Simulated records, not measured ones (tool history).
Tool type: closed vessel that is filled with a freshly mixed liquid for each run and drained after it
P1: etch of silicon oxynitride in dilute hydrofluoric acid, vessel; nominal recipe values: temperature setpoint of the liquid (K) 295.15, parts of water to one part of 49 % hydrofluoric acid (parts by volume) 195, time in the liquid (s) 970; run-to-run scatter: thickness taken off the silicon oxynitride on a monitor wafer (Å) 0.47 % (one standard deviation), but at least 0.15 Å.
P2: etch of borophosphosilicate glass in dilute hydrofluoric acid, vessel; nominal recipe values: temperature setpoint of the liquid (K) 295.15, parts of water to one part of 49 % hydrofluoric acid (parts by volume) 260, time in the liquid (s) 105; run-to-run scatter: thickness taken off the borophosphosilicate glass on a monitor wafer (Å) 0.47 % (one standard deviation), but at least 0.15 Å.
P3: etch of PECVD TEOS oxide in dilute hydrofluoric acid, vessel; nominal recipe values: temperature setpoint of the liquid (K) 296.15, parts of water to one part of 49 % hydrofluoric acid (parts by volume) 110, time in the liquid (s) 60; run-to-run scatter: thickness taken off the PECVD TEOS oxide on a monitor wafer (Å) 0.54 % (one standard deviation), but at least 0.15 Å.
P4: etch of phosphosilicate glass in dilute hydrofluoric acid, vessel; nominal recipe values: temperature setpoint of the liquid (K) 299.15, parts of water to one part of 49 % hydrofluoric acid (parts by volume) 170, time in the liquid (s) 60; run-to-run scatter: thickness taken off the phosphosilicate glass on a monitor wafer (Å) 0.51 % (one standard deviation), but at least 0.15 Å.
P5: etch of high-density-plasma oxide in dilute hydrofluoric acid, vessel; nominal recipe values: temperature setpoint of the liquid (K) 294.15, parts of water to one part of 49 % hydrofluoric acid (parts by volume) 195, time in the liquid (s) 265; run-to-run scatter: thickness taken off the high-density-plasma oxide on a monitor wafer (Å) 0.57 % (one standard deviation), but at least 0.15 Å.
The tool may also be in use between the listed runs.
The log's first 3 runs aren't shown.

run,hour,process that ran,temperature setpoint of the liquid (K),parts of water to one part of 49 % hydrofluoric acid (parts by volume),time in the liquid (s),thickness taken off the silicon oxynitride on a monitor wafer (Å),thickness taken off the PECVD TEOS oxide on a monitor wafer (Å),thickness taken off the phosphosilicate glass on a monitor wafer (Å),thickness taken off the borophosphosilicate glass on a monitor wafer (Å),thickness taken off the high-density-plasma oxide on a monitor wafer (Å)
4,33.6,P1,295.15,195,970,60.511,,,,
5,46.1,P3,291.65,110,60,,87.309,,,
6,51.6,P1,300.15,195,970,76.326,,,,
7,62.3,P4,299.15,170,60,,,348.94,,
8,74.1,P2,295.15,455,105,,,,37.744,
9,80.4,P1,295.15,85,450,70.141,,,,
10,92.7,P1,295.15,195,210,13.356,,,,
11,100.5,P1,295.15,195,970,61.115,,,,
12,109.5,P5,294.15,195,265,,,,,82.423
13,119.6,P4,299.15,170,110,,,643.61,,
# hour 120.1: hydrofluoric acid flow meter replaced
14,131.4,P3,296.15,110,60,,105.96,,,
15,141.8,P2,295.15,260,180,,,,136.61,
16,151.1,P3,296.15,110,105,,185.47,,,
17,161.8,P1,295.15,195,970,61.14,,,,
18,173.5,P1,295.15,195,970,61.612,,,,
19,185.1,P1,295.15,330,970,32.794,,,,
20,194.5,P3,296.15,175,60,,62.078,,,
21,206,P1,295.15,105,970,121.41,,,,
22,212.3,P1,295.15,195,1830,114.38,,,,
23,219.6,P5,294.15,195,265,,,,,81.906
24,231.3,P2,290.15,260,105,,,,65.081,
25,240.8,P1,295.15,350,315,10.104,,,,

Predict the results of run 26:
26,251.4,P4,303.15,170,60,,,?,,

For run 26 the tool returned thickness taken off the phosphosilicate glass on a monitor wafer (Å) 404.52.
